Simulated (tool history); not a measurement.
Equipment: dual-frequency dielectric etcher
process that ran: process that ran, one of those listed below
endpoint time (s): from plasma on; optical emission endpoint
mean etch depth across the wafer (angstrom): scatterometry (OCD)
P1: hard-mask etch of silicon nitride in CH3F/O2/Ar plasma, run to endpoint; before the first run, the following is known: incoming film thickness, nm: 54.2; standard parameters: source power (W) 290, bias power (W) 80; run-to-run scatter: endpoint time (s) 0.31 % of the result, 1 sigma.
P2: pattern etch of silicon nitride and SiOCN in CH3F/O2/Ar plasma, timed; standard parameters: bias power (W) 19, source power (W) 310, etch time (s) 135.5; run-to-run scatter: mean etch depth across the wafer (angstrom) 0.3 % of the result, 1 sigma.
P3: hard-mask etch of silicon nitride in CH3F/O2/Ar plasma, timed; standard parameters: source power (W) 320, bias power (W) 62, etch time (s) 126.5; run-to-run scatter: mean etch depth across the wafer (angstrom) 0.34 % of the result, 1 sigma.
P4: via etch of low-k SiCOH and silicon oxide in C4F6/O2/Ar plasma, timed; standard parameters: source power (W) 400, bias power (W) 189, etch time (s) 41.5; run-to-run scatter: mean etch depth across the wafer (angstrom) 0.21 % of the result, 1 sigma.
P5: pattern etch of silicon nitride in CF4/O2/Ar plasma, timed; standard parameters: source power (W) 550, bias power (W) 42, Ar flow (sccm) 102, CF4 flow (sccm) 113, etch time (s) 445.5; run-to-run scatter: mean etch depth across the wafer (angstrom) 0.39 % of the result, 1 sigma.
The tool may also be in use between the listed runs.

run   hour  process that ran  source power (W)  bias power (W)  Ar flow (sccm)  CF4 flow (sccm)  etch time (s)  hours since the last wet clean  hours since the last source power generator calibration  hours since the last bias power generator calibration  endpoint time (s)  mean etch depth across the wafer (angstrom)
  1    7.7                P1               290              80                                                                           239.2                                                   1996.4                                                  597.4             81.266
  2   14.0                P1               290              80                                                                           245.5                                                   2002.7                                                  603.7             81.673
  3   21.4                P1               360              80                                                                           252.9                                                   2010.1                                                  611.1             75.052
  4   29.3                P5               550              34             102              113          445.5                           260.8                                                   2018.0                                                  619.0                                                         7909.70
  5   33.2                P2               390              19                                           135.5                           264.7                                                   2021.9                                                  622.9                                                          168.27
  6   39.1                P1               290              80                                                                           270.6                                                   2027.8                                                  628.8             81.609
  7   44.6                P4               400             189                                            52.0                           276.1                                                   2033.3                                                  634.3                                                         1224.70
  8   51.1                P3               320              62                                           126.5                           282.6                                                   2039.8                                                  640.8                                                          774.16
  9   56.2                P1               290              54                                                                           287.7                                                   2044.9                                                  645.9             93.326
 10   62.9                P3               320              62                                           126.5                           294.4                                                   2051.6                                                  652.6                                                          769.14
 11   67.5                P3               320              88                                           126.5                           299.0                                                   2056.2                                                  657.2                                                          872.05
 12   72.4                P3               320              62                                            71.0                           303.9                                                   2061.1                                                  662.1                                                          434.47
 13   79.7                P1               290              95                                                                           311.2                                                   2068.4                                                  669.4             76.836
 14   87.3                P2               310              19                                           135.5                           318.8                                                   2076.0                                                  677.0                                                          155.77
 15   91.3                P3               390              62                                           126.5                           322.8                                                   2080.0                                                  681.0                                                          827.82
 16   99.0                P5               550              42             102              156          445.5                           330.5                                                   2087.7                                                  688.7                                                         8823.30
 17  102.5                P5               550              42             102              113          555.0                           334.0                                                   2091.2                                                  692.2                                                        10623.00
 18  108.5                P2               310              19                                           186.5                           340.0                                                   2097.2                                                  698.2                                                          213.47
 19  112.9                P1               210              80                                                                           344.4                                                   2101.6                                                  702.6             91.968
 20  119.6                P4               400             189                                            41.5                           351.1                                                   2108.3                                                  709.3                                                          976.99
 21  126.9                P5               360              42             102              113          445.5                           358.4                                                   2115.6                                                  716.6                                                         5848.00
 22  132.5                P1               290              80                                                                           364.0                                                   2121.2                                                  722.2             81.732
 23  136.1                P5               550              42             102              113          445.5                           367.6                                                   2124.8                                                  725.8                                                         8507.60
 24  140.6                P5               550              42              69              113          445.5                           372.1                                                   2129.3                                                  730.3                                                         8944.40
 25  145.1                P4               400             265                                            41.5                           376.6                                                   2133.8                                                  734.8                                                         1089.20
 26  151.5                P4               260             189                                            41.5                           383.0                                                   2140.2                                                  741.2                                                          825.62
 27  159.0                P1               290              80                                                                           390.5                                                   2147.7                                                  748.7             81.293

The next listed run, before its measurement:
 28  165.3                P1               290              80                                                                           396.8                                                   2154.0                                                  755.0                  ?

endpoint time (s): 81.564
